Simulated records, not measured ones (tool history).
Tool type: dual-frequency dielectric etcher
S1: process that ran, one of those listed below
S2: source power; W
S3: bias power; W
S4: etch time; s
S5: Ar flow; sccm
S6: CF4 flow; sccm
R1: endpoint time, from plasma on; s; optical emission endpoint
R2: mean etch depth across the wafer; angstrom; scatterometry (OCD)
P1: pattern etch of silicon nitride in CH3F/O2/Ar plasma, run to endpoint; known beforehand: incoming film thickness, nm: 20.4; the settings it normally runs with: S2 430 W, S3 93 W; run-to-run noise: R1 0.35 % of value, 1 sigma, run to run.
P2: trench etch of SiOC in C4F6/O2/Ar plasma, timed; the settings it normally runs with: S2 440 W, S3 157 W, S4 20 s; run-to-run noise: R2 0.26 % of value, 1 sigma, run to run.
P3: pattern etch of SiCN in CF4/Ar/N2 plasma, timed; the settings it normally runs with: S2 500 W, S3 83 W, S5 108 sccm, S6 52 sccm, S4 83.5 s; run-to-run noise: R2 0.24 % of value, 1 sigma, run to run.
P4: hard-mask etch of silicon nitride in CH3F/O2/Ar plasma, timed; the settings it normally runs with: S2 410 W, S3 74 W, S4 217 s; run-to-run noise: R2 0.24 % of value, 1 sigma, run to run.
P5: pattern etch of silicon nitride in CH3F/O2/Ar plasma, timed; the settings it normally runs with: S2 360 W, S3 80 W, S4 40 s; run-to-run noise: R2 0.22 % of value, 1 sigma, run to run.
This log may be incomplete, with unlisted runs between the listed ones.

run 1 hour=6.7 | S1=P1 S2=430 S3=93 | R1=25.785
run 2 hour=13.8 | S1=P1 S2=430 S3=59 | R1=30.227
run 3 hour=17.3 | S1=P4 S2=550 S3=74 S4=217 | R2=1757
run 4 hour=24.9 | S1=P2 S2=320 S3=157 S4=20 | R2=361.58
run 5 hour=32.7 | S1=P3 S2=500 S3=83 S4=83.5 S5=108 S6=52 | R2=791.66
run 6 hour=39.8 | S1=P2 S2=440 S3=194 S4=20 | R2=441.78
run 7 hour=45.5 | S1=P3 S2=500 S3=83 S4=83.5 S5=108 S6=71 | R2=824.56
run 8 hour=49.7 | S1=P5 S2=510 S3=80 S4=40 | R2=317.09
run 9 hour=55.6 | S1=P2 S2=440 S3=157 S4=14 | R2=287.86
run 10 hour=59.3 | S1=P5 S2=360 S3=80 S4=40 | R2=278.59
run 11 hour=66.8 | S1=P5 S2=360 S3=110 S4=40 | R2=313.79
run 12 hour=74 | S1=P1 S2=430 S3=93 | R1=25.816
run 13 hour=78.3 | S1=P1 S2=530 S3=75 | R1=25.705
run 14 hour=84.3 | S1=P1 S2=290 S3=124 | R1=26.815
run 15 hour=89.9 | S1=P1 S2=430 S3=129 | R1=22.92
run 16 hour=95 | S1=P3 S2=500 S3=100 S4=83.5 S5=108 S6=52 | R2=847.09
run 17 hour=102.3 | S1=P1 S2=430 S3=93 | R1=25.767
run 18 hour=106.8 | S1=P1 S2=430 S3=93 | R1=25.76
run 19 hour=113.6 | S1=P1 S2=430 S3=93 | R1=25.878
run 20 hour=119.3 | S1=P5 S2=360 S3=80 S4=52 | R2=361.11
run 21 hour=126.6 | S1=P1 S2=430 S3=93 | R1=25.619
run 22 hour=132.4 | S1=P3 S2=500 S3=83 S4=46 S5=108 S6=52 | R2=436.69
run 23 hour=138.6 | S1=P1 S2=430 S3=93 | R1=25.757
run 24 hour=144.2 | S1=P1 S2=540 S3=93 | R1=23.692
run 25 hour=148.7 | S1=P2 S2=440 S3=157 S4=20 | R2=412.18
run 26 hour=156.4 | S1=P4 S2=410 S3=74 S4=217 | R2=1570
run 27 hour=162.4 | S1=P3 S2=500 S3=83 S4=83.5 S5=138 S6=52 | R2=759.3
run 28 hour=168.3 | S1=P4 S2=410 S3=44 S4=217 | R2=1324.3
run 29 hour=173.7 | S1=P3 S2=660 S3=83 S4=83.5 S5=108 S6=52 | R2=999.45
run 30 hour=178.6 | S1=P4 S2=410 S3=74 S4=147 | R2=1059.4
run 31 hour=184.1 | S1=P1 S2=580 S3=75 | R1=24.754
run 32 hour=190.6 | S1=P5 S2=360 S3=80 S4=40 | R2=277.9
run 33 hour=194.1 | S1=P1 S2=290 S3=93 | R1=29.903
run 34 hour=199.5 | S1=P1 S2=430 S3=93 | R1=25.8
run 35 hour=207.3 | S1=P1 S2=430 S3=93 | R1=26.018
run 36 hour=213.1 | S1=P1 S2=430 S3=93 | R1=26.165
run 37 hour=220.5 | S1=P1 S2=430 S3=93 | R1=26.271
-- hour=224.9 wet clean of the chamber
run 38 hour=228.4 | S1=P1 S2=430 S3=93 | R1=26.26
run 39 hour=232.5 | S1=P1 S2=430 S3=93 | R1=26.262
run 40 hour=240.3 | S1=P1 S2=430 S3=93 | R1=26.228

Compared with where it was, what P1 gives has crept away. Each cause listed below fits the log as well as the rest, at the size given for it:
A: bias power that arrives under what is set, % = 4.71
B: source power that arrives under what is set, % = 4.52
Onset of the creep was near hour 199.5.
Other possible causes, and why each is ruled out:
chamber walls in a state that lowers the etch rate, %: was serviced at hour 224.9, once the creep was under way, yet the earlier output never came back

Consider the 4 single-wafer check runs listed below, results given as question marks: which one distinguishes between the causes by giving clearly different results for each?
run check 1 hour=248.1 | S1=P3 S2=630 S3=83 S4=83.5 S5=108 S6=71 | R2=?
run check 2 hour=248.1 | S1=P4 S2=410 S3=49 S4=217 | R2=?
run check 3 hour=248.1 | S1=P5 S2=360 S3=102 S4=40 | R2=?
run check 4 hour=248.1 | S1=P2 S2=330 S3=157 S4=20 | R2=?

What each check would give under each cause:
check=check_1 result=R2 if_A=996.69 if_B=973.4
check=check_2 result=R2 if_A=1352.5 if_B=1348.3
check=check_3 result=R2 if_A=298.04 if_B=298.23
check=check_4 result=R2 if_A=361.66 if_B=360.54
Minimum pairwise separation of causes per check, each pair taken at its best-separating result: check 1 2.36 %; check 2 0.31 %; check 3 0.07 %; check 4 0.31 %
The other checks would show nearly matching results whichever cause is true, so check 1 is the only one that separates the causes.

Check 1 was then run and gave: R2 991.87 angstrom. Which cause is it?

Of the candidate causes, it is A: bias power that arrives under what is set, %.
